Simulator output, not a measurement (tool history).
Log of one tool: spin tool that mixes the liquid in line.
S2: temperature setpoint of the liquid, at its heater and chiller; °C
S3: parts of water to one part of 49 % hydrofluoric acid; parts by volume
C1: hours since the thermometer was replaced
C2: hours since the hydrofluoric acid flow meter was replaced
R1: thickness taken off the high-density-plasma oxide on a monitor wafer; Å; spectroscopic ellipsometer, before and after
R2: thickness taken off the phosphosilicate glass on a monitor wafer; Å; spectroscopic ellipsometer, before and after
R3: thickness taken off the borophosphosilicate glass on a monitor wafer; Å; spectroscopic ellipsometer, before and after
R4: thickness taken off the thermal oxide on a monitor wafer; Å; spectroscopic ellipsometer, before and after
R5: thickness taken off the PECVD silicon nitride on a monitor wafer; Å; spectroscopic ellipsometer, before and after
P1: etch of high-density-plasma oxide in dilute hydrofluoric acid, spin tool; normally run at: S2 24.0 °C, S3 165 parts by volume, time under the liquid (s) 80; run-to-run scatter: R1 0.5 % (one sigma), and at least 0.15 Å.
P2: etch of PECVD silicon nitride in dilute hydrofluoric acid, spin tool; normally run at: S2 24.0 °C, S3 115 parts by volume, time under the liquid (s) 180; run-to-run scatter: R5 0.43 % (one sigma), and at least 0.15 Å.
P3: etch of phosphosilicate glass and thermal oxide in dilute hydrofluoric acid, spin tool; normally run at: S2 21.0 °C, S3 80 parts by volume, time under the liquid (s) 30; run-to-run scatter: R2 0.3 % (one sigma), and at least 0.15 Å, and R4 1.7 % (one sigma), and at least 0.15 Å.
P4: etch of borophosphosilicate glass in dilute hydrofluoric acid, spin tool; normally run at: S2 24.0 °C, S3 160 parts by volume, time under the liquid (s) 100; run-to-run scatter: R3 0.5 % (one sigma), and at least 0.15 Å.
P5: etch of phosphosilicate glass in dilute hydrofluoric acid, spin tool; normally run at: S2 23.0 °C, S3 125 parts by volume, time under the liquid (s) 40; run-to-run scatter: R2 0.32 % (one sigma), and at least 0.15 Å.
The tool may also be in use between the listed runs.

Run 1, hour 8.7: process that ran P1, S2 24.0 °C, S3 165 parts by volume, time under the liquid (s) 80; C1 457.8; C2 1401.4. Result: R1 41.189 Å.
Run 2, hour 15.9: process that ran P1, S2 24.0 °C, S3 165 parts by volume, time under the liquid (s) 80; C1 465.0; C2 1408.6. Result: R1 41.261 Å.
Run 3, hour 22.5: process that ran P5, S2 23.0 °C, S3 125 parts by volume, time under the liquid (s) 40; C1 471.6; C2 1415.2. Result: R2 181.340 Å.
Run 4, hour 32.4: process that ran P1, S2 24.0 °C, S3 165 parts by volume, time under the liquid (s) 80; C1 481.5; C2 1425.1. Result: R1 41.335 Å.
Run 5, hour 39.1: process that ran P4, S2 24.0 °C, S3 160 parts by volume, time under the liquid (s) 100; C1 488.2; C2 1431.8. Result: R3 201.840 Å.
Run 6, hour 47.8: process that ran P3, S2 21.0 °C, S3 80 parts by volume, time under the liquid (s) 55; C1 496.9; C2 1440.5. Result: R2 1299.800 Å, R4 28.6790 Å.
Run 7, hour 53.4: process that ran P1, S2 24.0 °C, S3 165 parts by volume, time under the liquid (s) 15; C1 502.5; C2 1446.1. Result: R1 7.738 Å.
Run 8, hour 59.6: process that ran P2, S2 24.0 °C, S3 115 parts by volume, time under the liquid (s) 355; C1 508.7; C2 1452.3. Result: R5 172.670 Å.
Run 9, hour 66.0: process that ran P5, S2 23.0 °C, S3 80 parts by volume, time under the liquid (s) 40; C1 515.1; C2 1458.7. Result: R2 299.880 Å.
Run 10, hour 73.4: process that ran P1, S2 24.0 °C, S3 165 parts by volume, time under the liquid (s) 80; C1 522.5; C2 1466.1. Result: R1 41.231 Å.
Run 11, hour 84.2: process that ran P1, S2 24.0 °C, S3 265 parts by volume, time under the liquid (s) 80; C1 533.3; C2 1476.9. Result: R1 23.133 Å.
Run 12, hour 92.4: process that ran P5, S2 23.0 °C, S3 125 parts by volume, time under the liquid (s) 20; C1 541.5; C2 1485.1. Result: R2 90.842 Å.
Run 13, hour 97.2: process that ran P2, S2 24.0 °C, S3 160 parts by volume, time under the liquid (s) 180; C1 546.3; C2 1489.9. Result: R5 62.840 Å.
Run 14, hour 103.7: process that ran P1, S2 24.0 °C, S3 165 parts by volume, time under the liquid (s) 80; C1 552.8; C2 1496.4. Result: R1 41.630 Å.
Run 15, hour 114.2: process that ran P1, S2 24.0 °C, S3 110 parts by volume, time under the liquid (s) 40; C1 563.3; C2 1506.9. Result: R1 33.255 Å.
Run 16, hour 119.9: process that ran P1, S2 24.0 °C, S3 165 parts by volume, time under the liquid (s) 80; C1 569.0; C2 1512.6. Result: R1 41.420 Å.
Run 17, hour 124.9: process that ran P3, S2 29.0 °C, S3 80 parts by volume, time under the liquid (s) 30; C1 574.0; C2 1517.6. Result: R2 978.830 Å, R4 21.9680 Å.
Run 18, hour 134.1: process that ran P4, S2 24.0 °C, S3 285 parts by volume, time under the liquid (s) 100; C1 583.2; C2 1526.8. Result: R3 99.094 Å.
Run 19, hour 139.9: process that ran P1, S2 19.5 °C, S3 165 parts by volume, time under the liquid (s) 80; C1 589.0; C2 1532.6. Result: R1 34.375 Å.
Run 20, hour 146.8: process that ran P3, S2 21.0 °C, S3 145 parts by volume, time under the liquid (s) 30; C1 595.9; C2 1539.5. Result: R2 361.500 Å, R4 8.4174 Å.
Run 21, hour 154.6: process that ran P4, S2 24.0 °C, S3 160 parts by volume, time under the liquid (s) 35; C1 603.7; C2 1547.3. Result: R3 69.901 Å.
Run 22, hour 164.8: process that ran P2, S2 24.0 °C, S3 115 parts by volume, time under the liquid (s) 180; C1 613.9; C2 1557.5. Result: R5 87.597 Å.
Run 23, hour 171.3: process that ran P1, S2 24.0 °C, S3 80 parts by volume, time under the liquid (s) 80; C1 620.4; C2 1564.0. Result: R1 94.909 Å.
Run 24, hour 178.5: process that ran P5, S2 23.0 °C, S3 125 parts by volume, time under the liquid (s) 40; C1 627.6; C2 1571.2. Result: R2 181.950 Å.
Run 25, hour 187.4: process that ran P4, S2 18.5 °C, S3 160 parts by volume, time under the liquid (s) 100; C1 636.5; C2 1580.1. Result: R3 162.080 Å.
Run 26, hour 193.3: process that ran P2, S2 24.0 °C, S3 115 parts by volume, time under the liquid (s) 180; C1 642.4; C2 1586.0. Result: R5 86.978 Å.

Run 27 comes next. What will it give?
Run 27, hour 202.2: process that ran P3, S2 21.0 °C, S3 80 parts by volume, time under the liquid (s) 30; C1 651.3; C2 1594.9. Result: R2 ?, R4 ?.

Run 27 gave R2 709.700 Å, R4 15.3670 Å.

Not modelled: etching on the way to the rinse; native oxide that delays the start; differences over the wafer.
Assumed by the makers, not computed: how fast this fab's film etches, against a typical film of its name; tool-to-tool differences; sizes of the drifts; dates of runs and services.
